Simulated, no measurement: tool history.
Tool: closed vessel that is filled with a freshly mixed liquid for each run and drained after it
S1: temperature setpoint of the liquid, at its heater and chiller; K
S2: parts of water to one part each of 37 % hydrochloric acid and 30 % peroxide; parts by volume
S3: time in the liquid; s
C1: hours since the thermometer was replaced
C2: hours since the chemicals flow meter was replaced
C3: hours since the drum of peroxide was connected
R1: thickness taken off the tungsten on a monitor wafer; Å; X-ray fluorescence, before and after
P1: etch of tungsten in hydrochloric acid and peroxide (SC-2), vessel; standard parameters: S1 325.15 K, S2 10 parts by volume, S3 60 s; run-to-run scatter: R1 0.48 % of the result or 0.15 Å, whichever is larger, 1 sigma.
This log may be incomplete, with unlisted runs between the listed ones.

run   hour      S1    S2   S3     C1     C2     C3      R1
  1    9.1  325.15    10   60  615.1  620.2  714.7  85.278
  2   16.8  325.15  18.5   60  622.8  627.9  722.4  50.396
  3   25.7  316.65     4   60  631.7  636.8  731.3   95.93
      34.8  -- chemicals flow meter replaced
  4   36.8  325.15    10   60  642.8    2.1  742.4  85.218
  5     44  325.15    10   30    650    9.3  749.6  42.463
  6   53.2  325.15     4   60  659.2   18.5  758.8  170.43
  7   60.8  325.15    10   60  666.8   26.1  766.4  84.362
  8   70.8  341.65    10   60  676.8   36.1  776.4   239.1
  9   81.3  335.65    10  100  687.3   46.6  786.9  279.93
 10   89.5  325.15    10   60  695.5   54.8  795.1  85.426
 11  100.2  310.15    10   60  706.2   65.5  805.8  30.243
 12  105.5  325.15    10  120  711.5   70.8  811.1  169.76
 13  112.4  325.15    10   60  718.4   77.7    818  85.423
 14  121.9  325.15    10   60  727.9   87.2  827.5  87.716
 15  133.4  325.15    10   60  739.4   98.7    839  89.479
 16  144.6  325.15    10   60  750.6  109.9  850.2  90.925
 17  154.6  325.15    10   60  760.6  119.9  860.2  92.221
 18  162.6  325.15    10   60  768.6  127.9  868.2  91.381
 19  173.4  325.15    10   60  779.4  138.7    879  91.938
 20  182.1  325.15    10   60  788.1  147.4  887.7  92.539
 21  190.2  325.15    10   60  796.2  155.5  895.8  92.478
 22  200.3  325.15    10   60  806.3  165.6  905.9  91.789

P1 no longer gives what it gave before; its output has crept away from where it was. The following 2 causes, each at its listed size, fit the log equally well:
A: chemicals flow above the setpoint (%) = 10.6
B: liquid hotter than its thermometer reads (K) = 1.27
At approximately hour 112.4, the process output began to creep.
Ruled out, with reasons:
peroxide weaker than its label (%): 8 at the very most, moving R1 by -7.4 %, which is either too weak or the wrong sign

Consider the 4 check runs below, whose results appear as question marks and each of which averages 3 wafers. Which one distinguishes the causes, in that each cause would give it a clearly different result?
check 1  210.4  311.65   4   60               ?
check 2  210.4  325.15  10  100               ?
check 3  210.4  325.15  14  100               ?
check 4  210.4  338.65  10   30               ?

Outcome of each check run for each possible cause:
  check  result    if A    if B
check 1      R1  71.976  73.777
check 2      R1  154.29  154.31
check 3      R1  116.23  115.73
check 4      R1  108.69     108
Per-check spread between the two closest causes, in the result where they differ most: check 1 2.47 %; check 2 0.01 %; check 3 0.43 %; check 4 0.64 %
Check 1 distinguishes between the causes, while the remaining checks would return nearly the same result for all of them.

Check 1 has now been run. It gave: R1 73.706 Å. Which of the candidate causes is it?

The correct cause is B, namely: liquid hotter than its thermometer reads (K).
